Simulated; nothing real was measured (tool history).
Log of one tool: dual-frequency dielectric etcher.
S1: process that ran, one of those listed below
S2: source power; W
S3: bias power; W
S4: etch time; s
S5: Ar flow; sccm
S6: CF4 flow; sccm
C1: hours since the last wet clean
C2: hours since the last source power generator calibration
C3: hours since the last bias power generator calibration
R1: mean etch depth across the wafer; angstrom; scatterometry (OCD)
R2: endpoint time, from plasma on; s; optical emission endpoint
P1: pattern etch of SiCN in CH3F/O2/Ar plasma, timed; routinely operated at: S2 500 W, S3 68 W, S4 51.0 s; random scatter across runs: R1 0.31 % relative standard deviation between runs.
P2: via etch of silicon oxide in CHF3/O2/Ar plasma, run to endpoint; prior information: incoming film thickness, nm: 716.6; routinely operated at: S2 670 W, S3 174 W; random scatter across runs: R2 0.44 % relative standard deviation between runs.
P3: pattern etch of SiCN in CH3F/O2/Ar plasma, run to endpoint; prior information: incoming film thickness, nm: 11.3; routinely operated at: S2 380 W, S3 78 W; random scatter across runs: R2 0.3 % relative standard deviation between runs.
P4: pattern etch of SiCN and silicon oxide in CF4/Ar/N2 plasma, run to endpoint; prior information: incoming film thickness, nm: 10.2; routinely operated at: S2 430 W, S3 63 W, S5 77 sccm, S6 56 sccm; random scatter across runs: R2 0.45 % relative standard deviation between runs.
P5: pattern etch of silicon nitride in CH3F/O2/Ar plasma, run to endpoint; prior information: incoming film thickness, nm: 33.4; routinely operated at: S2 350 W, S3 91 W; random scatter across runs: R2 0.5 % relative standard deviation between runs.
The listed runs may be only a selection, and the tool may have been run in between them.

run,hour,S1,S2,S3,S4,S5,S6,C1,C2,C3,R1,R2
1,3.8,P1,500,68,51.0,,,189.6,2571.8,717.4,196.95,
2,9.9,P1,600,68,51.0,,,195.7,2577.9,723.5,210.94,
3,13.6,P1,380,68,51.0,,,199.4,2581.6,727.2,178.16,
4,18.1,P2,670,174,,,,203.9,2586.1,731.7,,355.140
5,22.7,P1,500,54,51.0,,,208.5,2590.7,736.3,183.58,
6,28.3,P5,430,91,,,,214.1,2596.3,741.9,,43.543
7,35.9,P2,810,174,,,,221.7,2603.9,749.5,,326.530
8,39.7,P1,500,68,28.5,,,225.5,2607.7,753.3,110.49,
9,47.6,P1,500,68,51.0,,,233.4,2615.6,761.2,198.15,
10,53.3,P5,350,91,,,,239.1,2621.3,766.9,,47.372
11,60.9,P1,500,68,51.0,,,246.7,2628.9,774.5,198.58,
12,66.1,P5,350,53,,,,251.9,2634.1,779.7,,56.848
13,70.1,P3,380,78,,,,255.9,2638.1,783.7,,29.888
14,78.2,P3,220,78,,,,264.0,2646.2,791.8,,36.659
# hour 81.3: bias power generator calibrated
15,83.3,P1,500,68,51.0,,,269.1,2651.3,2.0,197.25,
16,89.7,P1,500,94,51.0,,,275.5,2657.7,8.4,222.50,
17,94.3,P4,530,63,,77,56,280.1,2662.3,13.0,,10.704
18,102.1,P4,430,63,,77,56,287.9,2670.1,20.8,,12.813
19,106.0,P4,430,63,,77,56,291.8,2674.0,24.7,,12.887
20,112.2,P4,430,81,,77,56,298.0,2680.2,30.9,,11.792
21,120.3,P4,430,63,,61,56,306.1,2688.3,39.0,,12.417
22,123.9,P1,500,56,37.5,,,309.7,2691.9,42.6,135.43,
23,131.1,P2,670,211,,,,316.9,2699.1,49.8,,329.900
24,136.3,P1,500,68,51.0,,,322.1,2704.3,55.0,198.47,
25,143.0,P1,500,68,51.0,,,328.8,2711.0,61.7,198.38,
26,150.4,P4,430,63,,77,38,336.2,2718.4,69.1,,13.582
27,158.3,P3,380,104,,,,344.1,2726.3,77.0,,26.892
28,165.2,P1,500,68,51.0,,,351.0,2733.2,83.9,196.59,
29,171.6,P1,500,68,69.5,,,357.4,2739.6,90.3,270.62,
30,179.3,P1,500,68,51.0,,,365.1,2747.3,98.0,198.40,
31,187.2,P1,500,68,51.0,,,373.0,2755.2,105.9,195.42,
32,192.0,P1,500,68,51.0,,,377.8,2760.0,110.7,195.44,
# hour 197.1: wet clean of the chamber
33,198.2,P1,500,68,51.0,,,1.2,2766.2,116.9,194.65,
34,205.0,P1,500,68,51.0,,,8.0,2773.0,123.7,195.11,
35,208.6,P1,500,68,51.0,,,11.6,2776.6,127.3,193.85,
36,213.4,P1,500,68,51.0,,,16.4,2781.4,132.1,194.91,
37,217.5,P1,500,68,51.0,,,20.5,2785.5,136.2,195.52,
38,224.1,P1,500,68,51.0,,,27.1,2792.1,142.8,194.40,

P1 no longer gives what it gave before; its output has crept away from where it was. The following 2 causes, each at its listed size, fit the log equally well:
A: bias power that arrives under what is set, % = 4.6
B: source power that arrives under what is set, % = 4.15
The gradual shift began around hour 179.3.
The rest of the possible causes, and what rules out each one:
chamber walls in a state that lowers the etch rate, %: serviced at hour 197.1, which brought nothing back

Which of the 4 check runs listed below, each an average over 3 wafers with its results shown as question marks, gives clearly different results under the different listed causes?
check 1,230.7,P5,350,91,,,,,,,,?
check 2,230.7,P3,380,78,,,,,,,,?
check 3,230.7,P2,670,174,,,,,,,,?
check 4,230.7,P4,430,63,,77,56,,,,,?

How each check would come out, cause by cause:
check,result,if A,if B
check 1,R2,47.865,47.806
check 2,R2,30.361,30.328
check 3,R2,359.430,359.690
check 4,R2,13.093,13.387
Minimum pairwise separation of causes per check, each pair taken at its best-separating result: check 1 0.12 %; check 2 0.11 %; check 3 0.07 %; check 4 2.22 %
Check 4 distinguishes between the causes, while the remaining checks would return nearly the same result for all of them.

Check 4 was carried out, with these results: R2 13.332 s. Which of the listed causes is responsible?

It was cause B: source power that arrives under what is set, %.

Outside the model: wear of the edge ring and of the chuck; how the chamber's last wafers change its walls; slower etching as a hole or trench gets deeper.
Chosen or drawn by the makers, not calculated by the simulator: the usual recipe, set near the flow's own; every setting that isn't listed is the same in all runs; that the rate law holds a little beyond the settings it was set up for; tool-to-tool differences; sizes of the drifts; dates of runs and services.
